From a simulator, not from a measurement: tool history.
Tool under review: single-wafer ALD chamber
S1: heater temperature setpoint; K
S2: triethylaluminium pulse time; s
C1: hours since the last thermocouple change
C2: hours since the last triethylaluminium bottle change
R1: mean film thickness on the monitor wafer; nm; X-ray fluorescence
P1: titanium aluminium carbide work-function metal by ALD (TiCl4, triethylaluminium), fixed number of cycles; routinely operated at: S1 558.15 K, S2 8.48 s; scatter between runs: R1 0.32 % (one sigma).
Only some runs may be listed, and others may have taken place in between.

Run 1, hour 10.6: S1 558.15 K, S2 8.48 s; C1 1266.4; C2 539.1. Result: R1 1.8753 nm.
Run 2, hour 19.8: S1 558.15 K, S2 11.04 s; C1 1275.6; C2 548.3. Result: R1 1.9428 nm.
Run 3, hour 29.4: S1 536.15 K, S2 4.11 s; C1 1285.2; C2 557.9. Result: R1 1.3643 nm.
Run 4, hour 38.7: S1 558.15 K, S2 8.48 s; C1 1294.5; C2 567.2. Result: R1 1.8785 nm.
Run 5, hour 48.3: S1 582.15 K, S2 8.48 s; C1 1304.1; C2 576.8. Result: R1 2.0866 nm.
Run 6, hour 56.8: S1 533.15 K, S2 8.48 s; C1 1312.6; C2 585.3. Result: R1 1.6728 nm.
Run 7, hour 67.3: S1 558.15 K, S2 8.48 s; C1 1323.1; C2 595.8. Result: R1 1.8839 nm.
Run 8, hour 78.3: S1 558.15 K, S2 3.28 s; C1 1334.1; C2 606.8. Result: R1 1.3407 nm.
Run 9, hour 87: S1 576.15 K, S2 6.05 s; C1 1342.8; C2 615.5. Result: R1 1.887 nm.
Run 10, hour 98.8: S1 558.15 K, S2 8.48 s; C1 1354.6; C2 627.3. Result: R1 1.8825 nm.
Run 11, hour 104.6: S1 558.15 K, S2 8.48 s; C1 1360.4; C2 633.1. Result: R1 1.8791 nm.
Run 12, hour 113.5: S1 558.15 K, S2 8.48 s; C1 1369.3; C2 642. Result: R1 1.8637 nm.
Run 13, hour 125.3: S1 558.15 K, S2 8.48 s; C1 1381.1; C2 653.8. Result: R1 1.8529 nm.
Run 14, hour 132.4: S1 558.15 K, S2 8.48 s; C1 1388.2; C2 660.9. Result: R1 1.855 nm.
Run 15, hour 142: S1 558.15 K, S2 8.48 s; C1 1397.8; C2 670.5. Result: R1 1.856 nm.
Run 16, hour 147.8: S1 558.15 K, S2 8.48 s; C1 1403.6; C2 676.3. Result: R1 1.8476 nm.

What will run 17 give?
Run 17, hour 159.8: S1 558.15 K, S2 8.48 s; C1 1415.6; C2 688.3. Result: R1 ?.

{"run 17": {"R1": 1.8504}}
